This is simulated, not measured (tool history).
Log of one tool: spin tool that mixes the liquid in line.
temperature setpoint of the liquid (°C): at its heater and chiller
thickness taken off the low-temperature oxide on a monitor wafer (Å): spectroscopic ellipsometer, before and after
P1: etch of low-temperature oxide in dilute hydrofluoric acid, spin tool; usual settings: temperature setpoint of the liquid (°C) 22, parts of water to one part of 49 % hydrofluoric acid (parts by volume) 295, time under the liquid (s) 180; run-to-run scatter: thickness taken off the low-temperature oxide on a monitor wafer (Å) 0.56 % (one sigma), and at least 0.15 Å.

run,day,temperature setpoint of the liquid (°C),parts of water to one part of 49 % hydrofluoric acid (parts by volume),time under the liquid (s),thickness taken off the low-temperature oxide on a monitor wafer (Å)
1,0.379,22,295,180,55.371
2,0.825,17,295,180,45.614
3,1.25,22,295,355,107.29
4,1.704,17.5,455,180,26.605
5,1.958,22,295,180,54.491
6,2.529,22,295,15,4.4861
7,2.996,30.5,295,180,74.102
# day 3.517: thermometer replaced
8,3.558,22,295,180,55.509
9,4.054,22,295,180,55.272
10,4.483,22,50,180,422.57
11,4.817,22,475,180,29.233
12,5.117,22,295,180,54.728
13,5.446,22,295,180,55.382
14,5.742,22,295,180,56.195
15,6.208,22,295,180,58.054
16,6.596,22,295,180,59.183
17,7,22,295,180,59.286
18,7.542,22,295,180,59.025
19,7.8,22,295,180,59.321
20,8.312,22,295,180,59.232
21,8.567,22,295,180,59.058

What P1 gives has crept away from where it was. These 2 causes fit the log equally well, each at the size given:
A: hydrofluoric acid flow above the setpoint (%) = 6.8
B: liquid hotter than its thermometer reads (K) = 2.38
The creep began at about day 5.446.

4 check runs are offered, each on 2 wafers whose results are averaged, their results left as question marks. Which one tells the causes apart?
check 1,8.821,25.5,295,310,?
check 2,8.821,19,295,20,?
check 3,8.821,17,70,180,?
check 4,8.821,26.5,295,285,?

What each check would give under each cause:
check,result,if A,if B
check 1,thickness taken off the low-temperature oxide on a monitor wafer (Å),116.43,115.88
check 2,thickness taken off the low-temperature oxide on a monitor wafer (Å),5.9446,5.9717
check 3,thickness taken off the low-temperature oxide on a monitor wafer (Å),255.63,263.55
check 4,thickness taken off the low-temperature oxide on a monitor wafer (Å),110.78,110.11
How far apart the two closest causes lie, in the result that separates them most: check 1 0.47 %; check 2 0.45 %; check 3 3.05 %; check 4 0.61 %
Only check 3 tells the causes apart: in the others they would give nearly the same result.

Then check 3 was run and gave: thickness taken off the low-temperature oxide on a monitor wafer (Å) 262.96. Which cause is it?

It is B: liquid hotter than its thermometer reads (K).

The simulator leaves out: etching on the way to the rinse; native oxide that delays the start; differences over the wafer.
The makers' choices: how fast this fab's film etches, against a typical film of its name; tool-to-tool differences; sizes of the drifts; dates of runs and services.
